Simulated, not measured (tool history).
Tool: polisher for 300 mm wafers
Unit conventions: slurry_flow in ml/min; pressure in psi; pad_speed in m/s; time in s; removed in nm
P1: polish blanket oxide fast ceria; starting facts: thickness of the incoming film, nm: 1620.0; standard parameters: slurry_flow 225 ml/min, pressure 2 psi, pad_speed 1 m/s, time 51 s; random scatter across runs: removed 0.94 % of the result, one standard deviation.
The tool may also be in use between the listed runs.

run	hour	slurry_flow	pressure	pad_speed	time	removed
1	16.9	225	2	1	51	647.68
2	30.9	135	2	1	51	612.25
3	47.8	225	3	1	51	975.57
4	56.8	225	2.8	1.56	51	1434.1
5	74	315	2	1	51	664.13
6	81.8	225	2	1	51	650.36
7	93.7	225	2	1.26	51	820.15
8	111.1	225	0.9	1	51	293.05
9	122.3	225	2	1	75	952.96
10	132.3	225	2	1	51	644.75
11	145.4	225	2	1	51	655.09
12	160.8	225	2	1	51	640.79
13	168.8	225	2	0.54	51	349.7
14	182.7	225	2	1	23	294.63
15	192.8	225	2	1	51	656.02
16	208.5	225	2	1	51	632.61
17	216.8	225	2	1	51	630.31
18	229.1	225	2	1	51	627.96
# hour 237.6: head pressure recalibrated
19	244.2	225	2	1	51	615.47
20	257.4	225	2	1	51	616.7
21	268.2	225	2	1	51	609.4

Compared with where it was, what P1 gives has crept away. Each cause listed below fits the log as well as the rest, at the size given for it:
A: slurry flow missing at the pad, % = 33.6
B: removal rate lost through wear of the pad, % = 5.77
The process output started creeping at around hour 192.8.
All other causes, with the reason each is excluded:
head's pressure below its setpoint, %: serviced after onset, at hour 237.6, with no recovery of the prior output

4 check runs are offered, each on 5 wafers whose results are averaged, their results left as question marks. Which one tells the causes apart?
check 1	279	225	3	1	51	?
check 2	279	225	2	0.56	51	?
check 3	279	135	2	1	72	?
check 4	279	225	2.8	1	68	?

If the cause were each of the candidates in turn, the checks would give the following:
check	result	if A	if B
check 1	removed	915.69	915.59
check 2	removed	341.86	341.82
check 3	removed	769.6	797.2
check 4	removed	1139.5	1139.4
Minimum pairwise separation of causes per check, each pair taken at its best-separating result: check 1 0.01 %; check 2 0.01 %; check 3 3.52 %; check 4 0.01 %
Check 3 is the one run that separates the causes; every other check would come out nearly the same whichever cause is at work.

The results of check 3 are: removed 801.05 nm. Based on these, which of the listed causes is it?

The correct cause is B, namely: removal rate lost through wear of the pad, %.

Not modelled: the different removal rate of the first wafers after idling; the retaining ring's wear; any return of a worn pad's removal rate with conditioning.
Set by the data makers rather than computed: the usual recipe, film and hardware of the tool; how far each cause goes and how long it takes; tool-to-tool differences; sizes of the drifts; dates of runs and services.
